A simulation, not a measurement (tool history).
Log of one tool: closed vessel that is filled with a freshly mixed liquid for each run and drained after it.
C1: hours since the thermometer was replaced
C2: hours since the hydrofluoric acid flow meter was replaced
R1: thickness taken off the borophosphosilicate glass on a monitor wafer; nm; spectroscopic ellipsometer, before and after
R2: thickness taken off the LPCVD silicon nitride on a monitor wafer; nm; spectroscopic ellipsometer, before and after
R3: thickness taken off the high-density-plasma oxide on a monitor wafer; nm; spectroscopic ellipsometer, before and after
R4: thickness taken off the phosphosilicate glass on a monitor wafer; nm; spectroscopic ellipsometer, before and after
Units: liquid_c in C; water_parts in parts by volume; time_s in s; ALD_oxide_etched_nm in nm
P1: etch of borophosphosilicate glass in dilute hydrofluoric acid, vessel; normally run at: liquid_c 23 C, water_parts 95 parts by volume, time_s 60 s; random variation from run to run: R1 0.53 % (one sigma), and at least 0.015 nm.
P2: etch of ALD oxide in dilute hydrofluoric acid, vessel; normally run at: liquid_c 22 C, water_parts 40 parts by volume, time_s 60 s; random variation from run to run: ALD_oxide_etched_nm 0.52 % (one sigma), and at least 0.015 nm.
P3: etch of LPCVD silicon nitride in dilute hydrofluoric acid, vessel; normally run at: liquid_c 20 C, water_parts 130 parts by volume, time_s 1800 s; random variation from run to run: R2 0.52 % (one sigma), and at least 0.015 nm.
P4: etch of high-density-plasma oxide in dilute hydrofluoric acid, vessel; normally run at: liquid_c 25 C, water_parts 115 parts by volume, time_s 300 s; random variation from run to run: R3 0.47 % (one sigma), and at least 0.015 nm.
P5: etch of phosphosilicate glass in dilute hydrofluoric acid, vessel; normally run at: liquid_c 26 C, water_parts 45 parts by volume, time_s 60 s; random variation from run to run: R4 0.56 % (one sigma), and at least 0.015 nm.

run 1 hour=8.1 | process=P1 liquid_c=23 water_parts=95 time_s=60 | C1=783 C2=346.5 | R1=31.114
run 2 hour=15.4 | process=P3 liquid_c=20 water_parts=130 time_s=265 | C1=790.3 C2=353.8 | R2=0.74549
run 3 hour=22.7 | process=P4 liquid_c=25 water_parts=35 time_s=300 | C1=797.6 C2=361.1 | R3=47.881
run 4 hour=29.3 | process=P1 liquid_c=29 water_parts=95 time_s=60 | C1=804.2 C2=367.7 | R1=39.492
run 5 hour=38.1 | process=P1 liquid_c=23 water_parts=45 time_s=30 | C1=813 C2=376.5 | R1=35.074
run 6 hour=45.3 | process=P1 liquid_c=23 water_parts=95 time_s=60 | C1=820.2 C2=383.7 | R1=30.908
run 7 hour=51.5 | process=P1 liquid_c=23 water_parts=95 time_s=60 | C1=826.4 C2=389.9 | R1=31.287
run 8 hour=61.8 | process=P3 liquid_c=17 water_parts=130 time_s=1800 | C1=836.7 C2=400.2 | R2=4.0522
run 9 hour=71.8 | process=P5 liquid_c=19.5 water_parts=45 time_s=60 | C1=846.7 C2=410.2 | R4=228.48
run 10 hour=78.4 | process=P4 liquid_c=25 water_parts=115 time_s=300 | C1=853.3 C2=416.8 | R3=13.154
run 11 hour=86.9 | process=P1 liquid_c=23 water_parts=130 time_s=60 | C1=861.8 C2=425.3 | R1=21.935
run 12 hour=95 | process=P2 liquid_c=22 water_parts=40 time_s=30 | C1=869.9 C2=433.4 | ALD_oxide_etched_nm=7.1165
run 13 hour=100.6 | process=P1 liquid_c=23 water_parts=95 time_s=115 | C1=875.5 C2=439 | R1=59.647
run 14 hour=112.3 | process=P2 liquid_c=22 water_parts=40 time_s=60 | C1=887.2 C2=450.7 | ALD_oxide_etched_nm=14.163
run 15 hour=123.8 | process=P4 liquid_c=20.5 water_parts=115 time_s=300 | C1=898.7 C2=462.2 | R3=10.988
run 16 hour=130.9 | process=P1 liquid_c=17 water_parts=95 time_s=30 | C1=905.8 C2=469.3 | R1=12.15
run 17 hour=142 | process=P1 liquid_c=23 water_parts=95 time_s=30 | C1=916.9 C2=480.4 | R1=15.629
run 18 hour=152 | process=P5 liquid_c=26 water_parts=45 time_s=60 | C1=926.9 C2=490.4 | R4=302.48
run 19 hour=160.7 | process=P2 liquid_c=22 water_parts=20 time_s=60 | C1=935.6 C2=499.1 | ALD_oxide_etched_nm=29.164
run 20 hour=172.2 | process=P4 liquid_c=25 water_parts=115 time_s=300 | C1=947.1 C2=510.6 | R3=13.09
run 21 hour=184.4 | process=P4 liquid_c=25 water_parts=115 time_s=105 | C1=959.3 C2=522.8 | R3=4.632
run 22 hour=196.3 | process=P1 liquid_c=23 water_parts=95 time_s=60 | C1=971.2 C2=534.7 | R1=31.045
run 23 hour=208.3 | process=P5 liquid_c=26 water_parts=45 time_s=30 | C1=983.2 C2=546.7 | R4=152.72
run 24 hour=216.8 | process=P1 liquid_c=17.5 water_parts=95 time_s=60 | C1=991.7 C2=555.2 | R1=24.791
run 25 hour=226.4 | process=P1 liquid_c=26.5 water_parts=60 time_s=60 | C1=1001.3 C2=564.8 | R1=59.517
run 26 hour=235.9 | process=P1 liquid_c=23 water_parts=95 time_s=60 | C1=1010.8 C2=574.3 | R1=31.075
run 27 hour=242.3 | process=P1 liquid_c=23 water_parts=95 time_s=60 | C1=1017.2 C2=580.7 | R1=31.09
run 28 hour=253.3 | process=P5 liquid_c=26 water_parts=25 time_s=60 | C1=1028.2 C2=591.7 | R4=561.36
-- hour=262.5 hydrofluoric acid flow meter replaced
run 29 hour=263.2 | process=P1 liquid_c=23 water_parts=40 time_s=60 | C1=1038.1 C2=0.7 | R1=79.585
run 30 hour=270.8 | process=P3 liquid_c=20 water_parts=235 time_s=1800 | C1=1045.7 C2=8.3 | R2=2.8083
run 31 hour=276.7 | process=P2 liquid_c=17 water_parts=40 time_s=60 | C1=1051.6 C2=14.2 | ALD_oxide_etched_nm=11.462
run 32 hour=287.6 | process=P5 liquid_c=26 water_parts=45 time_s=60 | C1=1062.5 C2=25.1 | R4=304.23
run 33 hour=293.3 | process=P2 liquid_c=22 water_parts=40 time_s=60 | C1=1068.2 C2=30.8 | ALD_oxide_etched_nm=14.216
run 34 hour=299.2 | process=P3 liquid_c=20 water_parts=130 time_s=1800 | C1=1074.1 C2=36.7 | R2=5.0136
run 35 hour=304.7 | process=P1 liquid_c=23 water_parts=95 time_s=60 | C1=1079.6 C2=42.2 | R1=31.251
run 36 hour=313.5 | process=P1 liquid_c=23 water_parts=95 time_s=60 | C1=1088.4 C2=51 | R1=30.091
run 37 hour=325.2 | process=P1 liquid_c=23 water_parts=95 time_s=60 | C1=1100.1 C2=62.7 | R1=29.199
run 38 hour=333 | process=P1 liquid_c=23 water_parts=95 time_s=60 | C1=1107.9 C2=70.5 | R1=28.6
run 39 hour=345 | process=P1 liquid_c=23 water_parts=95 time_s=60 | C1=1119.9 C2=82.5 | R1=28.538
run 40 hour=357.3 | process=P1 liquid_c=23 water_parts=95 time_s=60 | C1=1132.2 C2=94.8 | R1=28.427
run 41 hour=368.4 | process=P1 liquid_c=23 water_parts=95 time_s=60 | C1=1143.3 C2=105.9 | R1=28.264
run 42 hour=377 | process=P1 liquid_c=23 water_parts=95 time_s=60 | C1=1151.9 C2=114.5 | R1=28.215

What P1 gives has crept away from where it was. These 2 causes fit the log equally well, each at the size given:
A: liquid colder than its thermometer reads (K) = 2.45
B: hydrofluoric acid flow below the setpoint (%) = 8.49
The creep began at about hour 304.7.

4 check runs are offered, one wafer each, their results left as question marks. Which one tells the causes apart?
run check 1 hour=385.6 | process=P3 liquid_c=20 water_parts=130 time_s=1800 | R2=?
run check 2 hour=385.6 | process=P2 liquid_c=22 water_parts=40 time_s=60 | ALD_oxide_etched_nm=?
run check 3 hour=385.6 | process=P5 liquid_c=26 water_parts=45 time_s=60 | R4=?
run check 4 hour=385.6 | process=P4 liquid_c=25 water_parts=115 time_s=300 | R3=?

What each check would give under each cause:
check=check_1 result=R2 if_A=4.2437 if_B=4.5978
check=check_2 result=ALD_oxide_etched_nm if_A=12.83 if_B=12.969
check=check_3 result=R4 if_A=274.15 if_B=275.85
check=check_4 result=R3 if_A=11.933 if_B=11.867
How far apart the two closest causes lie, in the result that separates them most: check 1 8.01 %; check 2 1.08 %; check 3 0.62 %; check 4 0.55 %
Check 1 tells the causes apart: in the others they would give nearly the same result.

Then check 1 was run and gave: R2 4.2533 nm. Which cause is it?

It is A: liquid colder than its thermometer reads (K).
